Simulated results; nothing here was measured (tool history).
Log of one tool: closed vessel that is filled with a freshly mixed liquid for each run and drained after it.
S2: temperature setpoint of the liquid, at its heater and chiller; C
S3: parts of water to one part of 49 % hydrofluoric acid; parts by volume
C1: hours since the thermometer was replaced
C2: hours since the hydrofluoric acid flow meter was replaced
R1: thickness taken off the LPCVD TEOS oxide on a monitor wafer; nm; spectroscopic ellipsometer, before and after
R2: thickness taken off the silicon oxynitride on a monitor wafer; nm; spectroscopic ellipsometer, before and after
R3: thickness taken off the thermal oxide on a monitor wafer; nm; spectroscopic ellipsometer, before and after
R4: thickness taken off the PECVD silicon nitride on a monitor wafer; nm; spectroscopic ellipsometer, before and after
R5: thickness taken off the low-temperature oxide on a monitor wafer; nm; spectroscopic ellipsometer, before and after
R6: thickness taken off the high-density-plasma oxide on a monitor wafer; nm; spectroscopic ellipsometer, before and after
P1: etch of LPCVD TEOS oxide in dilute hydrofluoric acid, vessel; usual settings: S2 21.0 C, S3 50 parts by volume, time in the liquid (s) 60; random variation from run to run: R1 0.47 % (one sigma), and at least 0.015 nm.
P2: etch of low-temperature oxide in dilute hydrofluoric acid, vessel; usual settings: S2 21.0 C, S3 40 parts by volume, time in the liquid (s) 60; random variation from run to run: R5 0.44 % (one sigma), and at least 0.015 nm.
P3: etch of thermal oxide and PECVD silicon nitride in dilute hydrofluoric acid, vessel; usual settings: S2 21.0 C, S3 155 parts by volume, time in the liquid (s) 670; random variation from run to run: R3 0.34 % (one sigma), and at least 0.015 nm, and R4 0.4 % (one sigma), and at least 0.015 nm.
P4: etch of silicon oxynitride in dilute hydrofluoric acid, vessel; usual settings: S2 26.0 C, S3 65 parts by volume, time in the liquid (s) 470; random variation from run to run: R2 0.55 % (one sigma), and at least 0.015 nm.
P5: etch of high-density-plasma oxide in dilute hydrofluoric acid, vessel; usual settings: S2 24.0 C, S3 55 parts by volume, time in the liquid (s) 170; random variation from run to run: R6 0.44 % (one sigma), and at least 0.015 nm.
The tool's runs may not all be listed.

Run 1, hour 7.6: process that ran P1, S2 21.0 C, S3 50 parts by volume, time in the liquid (s) 60; C1 1755.8; C2 1017.6. Result: R1 34.832 nm.
Run 2, hour 15.9: process that ran P4, S2 26.0 C, S3 65 parts by volume, time in the liquid (s) 795; C1 1764.1; C2 1025.9. Result: R2 52.257 nm.
Run 3, hour 23.7: process that ran P3, S2 21.0 C, S3 240 parts by volume, time in the liquid (s) 670; C1 1771.9; C2 1033.7. Result: R3 9.599 nm, R4 4.1606 nm.
At hour 25.9: hydrofluoric acid flow meter replaced.
Run 4, hour 32.0: process that ran P1, S2 27.5 C, S3 20 parts by volume, time in the liquid (s) 60; C1 1780.2; C2 6.1. Result: R1 119.370 nm.
Run 5, hour 37.7: process that ran P1, S2 21.0 C, S3 50 parts by volume, time in the liquid (s) 60; C1 1785.9; C2 11.8. Result: R1 34.702 nm.
Run 6, hour 43.4: process that ran P3, S2 17.0 C, S3 155 parts by volume, time in the liquid (s) 670; C1 1791.6; C2 17.5. Result: R3 13.799 nm, R4 4.8424 nm.
Run 7, hour 51.8: process that ran P1, S2 21.0 C, S3 50 parts by volume, time in the liquid (s) 60; C1 1800.0; C2 25.9. Result: R1 35.027 nm.
Run 8, hour 58.3: process that ran P2, S2 21.0 C, S3 40 parts by volume, time in the liquid (s) 60; C1 1806.5; C2 32.4. Result: R5 30.123 nm.
Run 9, hour 63.8: process that ran P1, S2 21.0 C, S3 50 parts by volume, time in the liquid (s) 60; C1 1812.0; C2 37.9. Result: R1 34.797 nm.
Run 10, hour 69.7: process that ran P4, S2 26.0 C, S3 20 parts by volume, time in the liquid (s) 470; C1 1817.9; C2 43.8. Result: R2 104.560 nm.
Run 11, hour 74.4: process that ran P2, S2 21.0 C, S3 40 parts by volume, time in the liquid (s) 100; C1 1822.6; C2 48.5. Result: R5 50.954 nm.
Run 12, hour 81.9: process that ran P5, S2 24.0 C, S3 30 parts by volume, time in the liquid (s) 170; C1 1830.1; C2 56.0. Result: R6 34.9480 nm.
Run 13, hour 87.7: process that ran P1, S2 21.0 C, S3 50 parts by volume, time in the liquid (s) 60; C1 1835.9; C2 61.8. Result: R1 35.186 nm.
Run 14, hour 94.4: process that ran P1, S2 21.0 C, S3 50 parts by volume, time in the liquid (s) 30; C1 1842.6; C2 68.5. Result: R1 17.446 nm.
Run 15, hour 101.8: process that ran P1, S2 21.0 C, S3 85 parts by volume, time in the liquid (s) 60; C1 1850.0; C2 75.9. Result: R1 19.666 nm.
Run 16, hour 108.3: process that ran P1, S2 17.0 C, S3 50 parts by volume, time in the liquid (s) 105; C1 1856.5; C2 82.4. Result: R1 51.176 nm.
Run 17, hour 114.7: process that ran P4, S2 21.5 C, S3 65 parts by volume, time in the liquid (s) 470; C1 1862.9; C2 88.8. Result: R2 25.032 nm.
Run 18, hour 123.3: process that ran P1, S2 21.0 C, S3 20 parts by volume, time in the liquid (s) 60; C1 1871.5; C2 97.4. Result: R1 91.115 nm.
Run 19, hour 129.8: process that ran P4, S2 26.0 C, S3 65 parts by volume, time in the liquid (s) 470; C1 1878.0; C2 103.9. Result: R2 30.621 nm.
Run 20, hour 137.8: process that ran P1, S2 17.0 C, S3 50 parts by volume, time in the liquid (s) 60; C1 1886.0; C2 111.9. Result: R1 29.416 nm.
Run 21, hour 141.9: process that ran P5, S2 24.0 C, S3 55 parts by volume, time in the liquid (s) 170; C1 1890.1; C2 116.0. Result: R6 18.5670 nm.
Run 22, hour 148.3: process that ran P5, S2 24.0 C, S3 55 parts by volume, time in the liquid (s) 80; C1 1896.5; C2 122.4. Result: R6 8.7374 nm.
Run 23, hour 154.4: process that ran P3, S2 21.0 C, S3 155 parts by volume, time in the liquid (s) 670; C1 1902.6; C2 128.5. Result: R3 16.276 nm, R4 6.3372 nm.
Run 24, hour 160.4: process that ran P3, S2 21.0 C, S3 155 parts by volume, time in the liquid (s) 1260; C1 1908.6; C2 134.5. Result: R3 30.641 nm, R4 11.9810 nm.
Run 25, hour 166.3: process that ran P2, S2 17.0 C, S3 40 parts by volume, time in the liquid (s) 60; C1 1914.5; C2 140.4. Result: R5 25.573 nm.
Run 26, hour 174.1: process that ran P1, S2 21.0 C, S3 50 parts by volume, time in the liquid (s) 110; C1 1922.3; C2 148.2. Result: R1 64.133 nm.
Run 27, hour 179.6: process that ran P1, S2 28.0 C, S3 50 parts by volume, time in the liquid (s) 60; C1 1927.8; C2 153.7. Result: R1 46.395 nm.
Run 28, hour 187.2: process that ran P1, S2 21.0 C, S3 50 parts by volume, time in the liquid (s) 60; C1 1935.4; C2 161.3. Result: R1 34.601 nm.
Run 29, hour 191.0: process that ran P2, S2 21.0 C, S3 40 parts by volume, time in the liquid (s) 60; C1 1939.2; C2 165.1. Result: R5 30.538 nm.
Run 30, hour 198.8: process that ran P5, S2 17.5 C, S3 55 parts by volume, time in the liquid (s) 170; C1 1947.0; C2 172.9. Result: R6 14.0590 nm.
Run 31, hour 202.9: process that ran P1, S2 21.0 C, S3 50 parts by volume, time in the liquid (s) 60; C1 1951.1; C2 177.0. Result: R1 34.753 nm.
Run 32, hour 209.2: process that ran P2, S2 21.0 C, S3 20 parts by volume, time in the liquid (s) 60; C1 1957.4; C2 183.3. Result: R5 62.479 nm.
Run 33, hour 215.0: process that ran P1, S2 21.0 C, S3 50 parts by volume, time in the liquid (s) 60; C1 1963.2; C2 189.1. Result: R1 34.791 nm.
Run 34, hour 223.1: process that ran P1, S2 21.0 C, S3 50 parts by volume, time in the liquid (s) 60; C1 1971.3; C2 197.2. Result: R1 33.581 nm.
Run 35, hour 231.7: process that ran P1, S2 21.0 C, S3 50 parts by volume, time in the liquid (s) 60; C1 1979.9; C2 205.8. Result: R1 32.797 nm.
Run 36, hour 236.6: process that ran P1, S2 21.0 C, S3 50 parts by volume, time in the liquid (s) 60; C1 1984.8; C2 210.7. Result: R1 32.506 nm.
Run 37, hour 241.8: process that ran P1, S2 21.0 C, S3 50 parts by volume, time in the liquid (s) 60; C1 1990.0; C2 215.9. Result: R1 32.208 nm.
Run 38, hour 247.5: process that ran P1, S2 21.0 C, S3 50 parts by volume, time in the liquid (s) 60; C1 1995.7; C2 221.6. Result: R1 32.513 nm.
Run 39, hour 252.7: process that ran P1, S2 21.0 C, S3 50 parts by volume, time in the liquid (s) 60; C1 2000.9; C2 226.8. Result: R1 32.183 nm.
Run 40, hour 261.3: process that ran P1, S2 21.0 C, S3 50 parts by volume, time in the liquid (s) 60; C1 2009.5; C2 235.4. Result: R1 32.255 nm.

What P1 gives has crept away from where it was. These 2 causes fit the log equally well, each at the size given:
A: hydrofluoric acid flow below the setpoint (%) = 6.86
B: liquid colder than its thermometer reads (K) = 1.79
The creep began at about hour 215.0.

4 check runs are offered, one wafer each, their results left as question marks. Which one tells the causes apart?
Run check 1, hour 269.9: process that ran P4, S2 26.0 C, S3 65 parts by volume, time in the liquid (s) 470. Result: R2 ?.
Run check 2, hour 269.9: process that ran P2, S2 21.0 C, S3 40 parts by volume, time in the liquid (s) 60. Result: R5 ?.
Run check 3, hour 269.9: process that ran P3, S2 21.0 C, S3 155 parts by volume, time in the liquid (s) 670. Result: R3 ?, R4 ?.
Run check 4, hour 269.9: process that ran P5, S2 24.0 C, S3 55 parts by volume, time in the liquid (s) 170. Result: R6 ?.

What each check would give under each cause:
  check  result     if A     if B
check 1      R2   28.748   28.455
check 2      R5   28.189   28.141
check 3      R3   14.965   15.148
check 3      R4   5.9110   5.6240
check 4      R6  17.1450  17.1870
How far apart the two closest causes lie, in the result that separates them most: check 1 1.02 %; check 2 0.17 %; check 3 4.98 %; check 4 0.25 %
Check 3 tells the causes apart: in the others they would give nearly the same result.

Check 3 was then run and gave: R3 14.995 nm; R4 5.8805 nm. Which cause is it?

It is A: hydrofluoric acid flow below the setpoint (%).
